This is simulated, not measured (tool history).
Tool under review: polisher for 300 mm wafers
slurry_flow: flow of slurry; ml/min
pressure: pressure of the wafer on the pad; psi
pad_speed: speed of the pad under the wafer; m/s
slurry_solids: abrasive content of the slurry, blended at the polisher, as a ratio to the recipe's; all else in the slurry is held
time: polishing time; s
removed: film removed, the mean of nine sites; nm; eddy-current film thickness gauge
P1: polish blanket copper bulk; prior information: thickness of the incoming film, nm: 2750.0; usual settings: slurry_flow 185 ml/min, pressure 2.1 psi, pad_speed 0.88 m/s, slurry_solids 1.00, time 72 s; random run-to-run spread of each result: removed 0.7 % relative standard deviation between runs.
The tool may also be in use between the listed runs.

run   hour  slurry_flow  pressure  pad_speed  slurry_solids  time  wafers polished on this pad  hours since the slurry nozzle was cleaned  hours since the head pressure was calibrated  hours since the slurry blender was calibrated  removed
  1    4.9          185       2.1       0.88           1.00    72                          121                                       78.1                                         751.1                                          113.3   387.01
  2   10.3          185       2.6       0.88           1.00    46                          163                                       83.5                                         756.5                                          118.7   309.12
  3   17.9          185       2.1       0.88           1.00    72                          222                                       91.1                                         764.1                                          126.3   387.72
      18.3  -- slurry blender recalibrated
      21.4  -- worn pad replaced by a new one
  4   25.2          185       2.1       0.88           1.00    95                           29                                       98.4                                         771.4                                            7.0   503.78
  5   30.9          290       2.1       0.88           1.00    72                           73                                      104.1                                         777.1                                           12.7   406.34
  6   38.7          185       2.7       0.88           1.00    53                          133                                      111.9                                         784.9                                           20.5   367.96
  7   44.3          185       2.1       0.88           1.00    72                          177                                      117.5                                         790.5                                           26.1   381.15
  8   49.9          185       2.1       0.88           1.00    72                          220                                      123.1                                         796.1                                           31.7   384.68
  9   55.0          185       2.1       1.26           1.00    72                          259                                      128.2                                         801.2                                           36.8   552.07
 10   62.9          185       1.2       0.88           1.00    72                          320                                      136.1                                         809.1                                           44.7   220.98
 11   68.1          185       2.1       0.88           1.45    72                          361                                      141.3                                         814.3                                           49.9   418.53
 12   72.1          185       2.1       0.88           1.00    33                          392                                      145.3                                         818.3                                           53.9   176.32
 13   77.4          120       2.1       0.88           1.00    72                          433                                      150.6                                         823.6                                           59.2   355.69
      83.9  -- slurry nozzle cleaned
 14   83.9          185       2.1       0.46           1.00    72                          483                                        0.1                                         830.1                                           65.7   199.10
 15   90.5          185       2.1       0.88           1.00    72                          534                                        6.7                                         836.7                                           72.3   382.25
 16   96.1          185       2.7       0.88           1.00    72                          577                                       12.3                                         842.3                                           77.9   496.81
 17  102.4          185       2.1       0.88           0.70    72                          626                                       18.6                                         848.6                                           84.2   360.01
 18  106.9          185       2.1       0.88           1.00    72                          661                                       23.1                                         853.1                                           88.7   380.32
 19  113.0          185       2.1       0.88           1.00    72                          708                                       29.2                                         859.2                                           94.8   388.70
 20  121.0          185       2.1       0.88           1.00    72                          770                                       37.2                                         867.2                                          102.8   367.90
 21  127.6          185       2.1       0.88           1.00    72                          821                                       43.8                                         873.8                                          109.4   363.78
     129.4  -- slurry blender recalibrated
 22  133.0          185       2.1       0.88           1.00    72                          862                                       49.2                                         879.2                                            3.7   356.49
     136.0  -- worn pad replaced by a new one
 23  137.0          185       2.1       0.88           1.00    72                            7                                       53.2                                         883.2                                            7.7   356.34
 24  143.1          185       2.1       0.88           1.00    72                           54                                       59.3                                         889.3                                           13.8   356.58
 25  148.3          185       2.1       0.88           1.00    72                           95                                       64.5                                         894.5                                           19.0   354.24
 26  154.2          185       2.1       0.88           1.00    72                          140                                       70.4                                         900.4                                           24.9   356.00

The log shows P1 creeping away from where it was. Any of the 2 causes listed here, at the size stated for it, fits the log just as well as the others:
A: slurry flow missing at the pad, % = 37.5
B: head's pressure below its setpoint, % = 8.04
At approximately hour 113.0, the process output began to creep.
Every other cause this tool's parts could produce, and why it does not fit the log:
removal rate lost through wear of the pad, %: work on it at hour 136.0, done after the drift set in, did not restore what the process gave before
abrasive missing from the slurry, %: work on it at hour 129.4, done after the drift set in, did not restore what the process gave before

Consider the 4 check runs below, whose results appear as question marks and each of which averages 5 wafers. Which one distinguishes the causes, in that each cause would give it a clearly different result?
check 1  160.1          185       2.1       0.88           1.45    72                                                                                                                                                                             ?
check 2  160.1          185       2.6       0.88           1.40    72                                                                                                                                                                             ?
check 3  160.1          140       2.1       0.46           1.00    72                                                                                                                                                                             ?
check 4  160.1          185       2.1       1.20           1.00    95                                                                                                                                                                             ?

What each check would give under each cause:
  check   result    if A    if B
check 1  removed  383.97  383.92
check 2  removed  471.69  471.62
check 3  removed  172.65  176.82
check 4  removed  636.88  636.79
Distance between the nearest two causes, measured in the result of the check that separates them most: check 1 0.01 %; check 2 0.01 %; check 3 2.39 %; check 4 0.01 %
Check 3 is the one run that separates the causes; every other check would come out nearly the same whichever cause is at work.

With check 3 done, the readings were: removed 176.14 nm. Identify which of the listed causes applies.

B is the cause: head's pressure below its setpoint, %.
